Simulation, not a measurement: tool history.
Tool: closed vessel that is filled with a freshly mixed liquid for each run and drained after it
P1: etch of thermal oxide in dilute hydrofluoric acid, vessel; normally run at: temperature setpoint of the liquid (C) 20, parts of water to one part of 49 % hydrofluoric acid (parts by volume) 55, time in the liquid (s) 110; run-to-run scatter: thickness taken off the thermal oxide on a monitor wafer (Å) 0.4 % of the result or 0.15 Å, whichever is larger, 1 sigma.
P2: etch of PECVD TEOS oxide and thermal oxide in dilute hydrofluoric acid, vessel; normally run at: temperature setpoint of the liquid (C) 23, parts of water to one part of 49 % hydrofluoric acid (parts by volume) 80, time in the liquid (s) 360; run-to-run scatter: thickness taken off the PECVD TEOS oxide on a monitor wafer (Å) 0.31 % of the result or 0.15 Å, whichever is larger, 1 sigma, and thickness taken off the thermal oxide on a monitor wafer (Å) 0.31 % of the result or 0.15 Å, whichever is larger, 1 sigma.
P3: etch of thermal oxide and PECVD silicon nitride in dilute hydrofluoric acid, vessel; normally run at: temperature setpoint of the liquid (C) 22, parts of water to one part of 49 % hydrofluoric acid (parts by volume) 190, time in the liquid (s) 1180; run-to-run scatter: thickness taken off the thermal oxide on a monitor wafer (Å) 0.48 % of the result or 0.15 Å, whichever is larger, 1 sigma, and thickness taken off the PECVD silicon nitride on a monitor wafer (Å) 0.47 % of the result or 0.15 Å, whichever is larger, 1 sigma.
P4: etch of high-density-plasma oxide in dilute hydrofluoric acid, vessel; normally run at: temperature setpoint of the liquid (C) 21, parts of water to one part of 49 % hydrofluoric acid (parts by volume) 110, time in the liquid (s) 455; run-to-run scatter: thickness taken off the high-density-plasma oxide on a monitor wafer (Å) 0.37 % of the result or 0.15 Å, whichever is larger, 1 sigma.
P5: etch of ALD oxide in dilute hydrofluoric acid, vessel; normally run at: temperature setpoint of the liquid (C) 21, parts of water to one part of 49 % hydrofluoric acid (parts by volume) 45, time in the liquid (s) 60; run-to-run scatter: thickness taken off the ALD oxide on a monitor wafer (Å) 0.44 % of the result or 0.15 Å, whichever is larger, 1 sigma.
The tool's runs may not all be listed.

run   hour  process that ran  temperature setpoint of the liquid (C)  parts of water to one part of 49 % hydrofluoric acid (parts by volume)  time in the liquid (s)  hours since the thermometer was replaced  hours since the hydrofluoric acid flow meter was replaced  thickness taken off the thermal oxide on a monitor wafer (Å)  thickness taken off the high-density-plasma oxide on a monitor wafer (Å)  thickness taken off the ALD oxide on a monitor wafer (Å)  thickness taken off the PECVD silicon nitride on a monitor wafer (Å)  thickness taken off the PECVD TEOS oxide on a monitor wafer (Å)
  1    8.5                P1                                      20                                                                      55                     110                                     666.3                                                        692                                                        83.932
  2   17.5                P4                                      21                                                                     110                     455                                     675.3                                                        701                                                                                                                                  179.43
  3   21.7                P1                                      20                                                                      55                     110                                     679.5                                                      705.2                                                        83.694
  4   27.7                P1                                      20                                                                      55                     110                                     685.5                                                      711.2                                                        83.042
  5   35.1                P5                                      21                                                                      45                      95                                     692.9                                                      718.6                                                                                                                                                                                            533.79
  6   43.5                P1                                      20                                                                      55                     110                                     701.3                                                        727                                                        83.781
  7   50.2                P4                                      17                                                                     110                     455                                       708                                                      733.7                                                                                                                                  151.91
  8     56                P5                                      21                                                                      45                      60                                     713.8                                                      739.5                                                                                                                                                                                            334.41
  9   61.2                P1                                      20                                                                      55                     110                                       719                                                      744.7                                                        84.267
 10   68.7                P5                                      21                                                                      45                      60                                     726.5                                                      752.2                                                                                                                                                                                            338.81
 11   74.9                P5                                      21                                                                      20                      60                                     732.7                                                      758.4                                                                                                                                                                                            777.43
 12   79.3                P1                                      20                                                                      55                     210                                     737.1                                                      762.8                                                        159.22
 13   83.8                P1                                      20                                                                      95                     110                                     741.6                                                      767.3                                                        46.088
 14   89.1                P4                                      21                                                                      35                     455                                     746.9                                                      772.6                                                                                                                                  613.79
 15   97.1                P3                                      22                                                                     190                    1180                                     754.9                                                      780.6                                                        239.39                                                                                                                                                                                                    101.01
 16  102.3                P2                                      23                                                                     110                     360                                     760.1                                                      785.8                                                        146.91                                                                                                                                                                                                                                                                     345.72
 17  106.5                P3                                      22                                                                     335                    1180                                     764.3                                                        790                                                        117.99                                                                                                                                                                                                    58.264
 18  110.9                P1                                      20                                                                      55                     110                                     768.7                                                      794.4                                                        83.168
 19  115.9                P1                                      20                                                                      55                      30                                     773.7                                                      799.4                                                        22.837
 20  123.2                P1                                      17                                                                      55                     155                                       781                                                      806.7                                                         104.1
 21    129                P1                                    27.5                                                                      55                     110                                     786.8                                                      812.5                                                        112.91
 22  134.8                P4                                      21                                                                     110                      30                                     792.6                                                      818.3                                                                                                                                  11.901
 23  143.2                P2                                      17                                                                      80                     360                                       801                                                      826.7                                                        163.31                                                                                                                                                                                                                                                                     384.84
 24  148.8                P1                                    26.5                                                                      55                      50                                     806.6                                                      832.3                                                        49.772
 25  153.7                P2                                      23                                                                      80                     515                                     811.5                                                      837.2                                                        298.38                                                                                                                                                                                                                                                                     705.55
 26  162.2                P1                                      20                                                                      55                     110                                       820                                                      845.7                                                        83.821
 27  166.8                P3                                      22                                                                     190                    2330                                     824.6                                                      850.3                                                        472.15                                                                                                                                                                                                    198.86
 28  171.1                P3                                    25.5                                                                     190                    1180                                     828.9                                                      854.6                                                        272.79                                                                                                                                                                                                    126.22
 29  177.9                P3                                      22                                                                     190                    1180                                     835.7                                                      861.4                                                        238.97                                                                                                                                                                                                    100.71
 30  185.6                P1                                      20                                                                      20                     110                                     843.4                                                      869.1                                                         241.6
 31  189.9                P2                                      23                                                                      80                     360                                     847.7                                                      873.4                                                        209.34                                                                                                                                                                                                                                                                     495.87
 32  196.6                P4                                      21                                                                     110                     455                                     854.4                                                      880.1                                                                                                                                  179.08
 33  204.9                P1                                      17                                                                      55                     110                                     862.7                                                      888.4                                                        74.101
 34  211.6                P5                                      17                                                                      45                      60                                     869.4                                                      895.1                                                                                                                                                                                             283.5
 35  219.7                P1                                      20                                                                      55                     110                                     877.5                                                      903.2                                                        83.162
 36    228                P1                                      20                                                                      55                     110                                     885.8                                                      911.5                                                        81.549
 37  236.4                P1                                      20                                                                      55                     110                                     894.2                                                      919.9                                                        80.081
 38  243.2                P1                                      20                                                                      55                     110                                       901                                                      926.7                                                         79.43
 39  252.2                P1                                      20                                                                      55                     110                                       910                                                      935.7                                                        79.162
 40  258.8                P1                                      20                                                                      55                     110                                     916.6                                                      942.3                                                        79.412
 41  266.5                P1                                      20                                                                      55                     110                                     924.3                                                        950                                                        78.215
 42  273.1                P1                                      20                                                                      55                     110                                     930.9                                                      956.6                                                        78.227
 43  280.4                P1                                      20                                                                      55                     110                                     938.2                                                      963.9                                                        78.222
 44  287.5                P1                                      20                                                                      55                     110                                     945.3                                                        971                                                        78.328
 45  292.3                P1                                      20                                                                      55                     110                                     950.1                                                      975.8                                                        78.136

What P1 gives has crept away from where it was. These 2 causes fit the log equally well, each at the size given:
A: hydrofluoric acid flow below the setpoint (%) = 5.99
B: liquid colder than its thermometer reads (K) = 1.55
The creep began at about hour 219.7.

4 check runs are offered, each on 2 wafers whose results are averaged, their results left as question marks. Which one tells the causes apart?
check 1  297.1                P2                                    19.5                                                                      80                     360                                                                                                                                                                  ?                                                                                                                                                                                                                                                                          ?
check 2  297.1                P5                                      21                                                                      30                      80                                                                                                                                                                                                                                                                                                      ?
check 3  297.1                P4                                      21                                                                      45                     260                                                                                                                                                                                                                                            ?
check 4  297.1                P3                                      22                                                                     320                    1180                                                                                                                                                                  ?                                                                                                                                                                                                         ?

What each check would give under each cause:
  check                                                                    result    if A    if B
check 1              thickness taken off the thermal oxide on a monitor wafer (Å)  169.34  169.74
check 1           thickness taken off the PECVD TEOS oxide on a monitor wafer (Å)  400.24  401.19
check 2                  thickness taken off the ALD oxide on a monitor wafer (Å)  643.98  642.31
check 3  thickness taken off the high-density-plasma oxide on a monitor wafer (Å)  252.92  252.77
check 4              thickness taken off the thermal oxide on a monitor wafer (Å)  115.46   118.4
check 4      thickness taken off the PECVD silicon nitride on a monitor wafer (Å)  57.139  55.106
How far apart the two closest causes lie, in the result that separates them most: check 1 0.24 %; check 2 0.26 %; check 3 0.06 %; check 4 3.62 %
Check 4 tells the causes apart: in the others they would give nearly the same result.

Then check 4 was run and gave: thickness taken off the thermal oxide on a monitor wafer (Å) 115.34; thickness taken off the PECVD silicon nitride on a monitor wafer (Å) 57.234. Which cause is it?

It is A: hydrofluoric acid flow below the setpoint (%).
